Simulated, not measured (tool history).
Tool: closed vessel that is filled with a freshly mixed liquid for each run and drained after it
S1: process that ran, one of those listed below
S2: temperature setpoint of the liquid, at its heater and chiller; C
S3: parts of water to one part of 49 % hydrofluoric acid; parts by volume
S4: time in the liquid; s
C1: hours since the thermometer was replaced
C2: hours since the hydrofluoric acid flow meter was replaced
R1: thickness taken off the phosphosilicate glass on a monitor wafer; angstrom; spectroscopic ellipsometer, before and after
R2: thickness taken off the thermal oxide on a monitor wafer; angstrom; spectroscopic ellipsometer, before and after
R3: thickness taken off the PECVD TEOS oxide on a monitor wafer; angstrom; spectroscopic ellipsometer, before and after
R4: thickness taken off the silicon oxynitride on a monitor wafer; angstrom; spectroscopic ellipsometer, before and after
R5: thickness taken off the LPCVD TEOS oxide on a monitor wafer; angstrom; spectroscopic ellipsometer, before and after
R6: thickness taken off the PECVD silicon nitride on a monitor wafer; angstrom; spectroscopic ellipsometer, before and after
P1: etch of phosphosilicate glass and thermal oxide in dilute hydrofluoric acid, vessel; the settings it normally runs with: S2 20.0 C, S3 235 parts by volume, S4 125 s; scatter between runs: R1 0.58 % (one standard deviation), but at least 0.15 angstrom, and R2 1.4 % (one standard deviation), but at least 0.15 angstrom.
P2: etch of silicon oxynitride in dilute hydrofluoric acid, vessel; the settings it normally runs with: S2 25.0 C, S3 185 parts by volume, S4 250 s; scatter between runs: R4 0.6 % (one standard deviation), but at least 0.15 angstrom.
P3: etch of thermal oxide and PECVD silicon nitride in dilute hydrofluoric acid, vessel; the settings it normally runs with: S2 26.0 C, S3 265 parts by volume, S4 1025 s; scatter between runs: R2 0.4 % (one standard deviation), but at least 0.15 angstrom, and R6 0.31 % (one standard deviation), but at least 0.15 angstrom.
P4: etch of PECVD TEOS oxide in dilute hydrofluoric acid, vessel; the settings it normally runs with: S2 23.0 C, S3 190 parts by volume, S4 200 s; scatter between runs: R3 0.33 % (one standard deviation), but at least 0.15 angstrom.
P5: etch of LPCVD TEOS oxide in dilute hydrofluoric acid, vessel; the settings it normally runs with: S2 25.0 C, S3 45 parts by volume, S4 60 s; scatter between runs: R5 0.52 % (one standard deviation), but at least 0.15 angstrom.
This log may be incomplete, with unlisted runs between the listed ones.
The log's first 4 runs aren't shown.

| run | hour | S1 | S2 | S3 | S4 | C1 | C2 | R1 | R2 | R3 | R4 | R5 | R6 |
|---|---|---|---|---|---|---|---|---|---|---|---|---|---|
| 5 | 55.1 | P1 | 20.0 | 235 | 125 | 334.5 | 330.7 | 270.410 | 17.7270 |  |  |  |  |
| 6 | 65.8 | P5 | 25.0 | 45 | 60 | 345.2 | 341.4 |  |  |  |  | 252.89 |  |
| 7 | 72.3 | P1 | 20.0 | 235 | 40 | 351.7 | 347.9 | 86.229 | 5.6383 |  |  |  |  |
| 8 | 83.8 | P1 | 24.0 | 235 | 125 | 363.2 | 359.4 | 310.310 | 20.3180 |  |  |  |  |
| 9 | 96.5 | P1 | 17.0 | 140 | 125 | 375.9 | 372.1 | 436.900 | 28.5110 |  |  |  |  |
| 10 | 103.0 | P3 | 26.0 | 265 | 1635 | 382.4 | 378.6 |  | 253.8800 |  |  |  | 166.750 |
| 11 | 109.9 | P3 | 26.0 | 265 | 1025 | 389.3 | 385.5 |  | 159.9900 |  |  |  | 104.410 |
| 12 | 120.1 | P2 | 25.0 | 185 | 365 | 399.5 | 395.7 |  |  |  | 65.398 |  |  |
| 13 | 129.5 | P4 | 23.0 | 190 | 200 | 408.9 | 405.1 |  |  | 205.100 |  |  |  |
| 14 | 137.6 | P2 | 25.0 | 185 | 250 | 417.0 | 413.2 |  |  |  | 45.039 |  |  |
| 15 | 144.2 | P2 | 25.0 | 320 | 250 | 423.6 | 419.8 |  |  |  | 23.795 |  |  |
| 16 | 156.5 | P3 | 26.0 | 60 | 1025 | 435.9 | 432.1 |  | 897.4000 |  |  |  | 457.510 |
| 17 | 167.3 | P5 | 25.0 | 45 | 60 | 446.7 | 442.9 |  |  |  |  | 253.76 |  |
| 18 | 175.4 | P1 | 20.0 | 100 | 125 | 454.8 | 451.0 | 726.560 | 48.9160 |  |  |  |  |
| 19 | 185.3 | P5 | 25.0 | 65 | 60 | 464.7 | 460.9 |  |  |  |  | 171.54 |  |
| 20 | 194.7 | P2 | 32.5 | 185 | 250 | 474.1 | 470.3 |  |  |  | 62.270 |  |  |
| 21 | 202.7 | P3 | 19.5 | 265 | 1025 | 482.1 | 478.3 |  | 126.4800 |  |  |  | 69.366 |
| 22 | 215.4 | P4 | 23.0 | 345 | 200 | 494.8 | 491.0 |  |  | 96.498 |  |  |  |

Run 23 comes next. What will it give?
| 23 | 221.6 | P4 | 29.0 | 190 | 200 | 501.0 | 497.2 |  |  | ? |  |  |  |

R3: 255.460 angstrom

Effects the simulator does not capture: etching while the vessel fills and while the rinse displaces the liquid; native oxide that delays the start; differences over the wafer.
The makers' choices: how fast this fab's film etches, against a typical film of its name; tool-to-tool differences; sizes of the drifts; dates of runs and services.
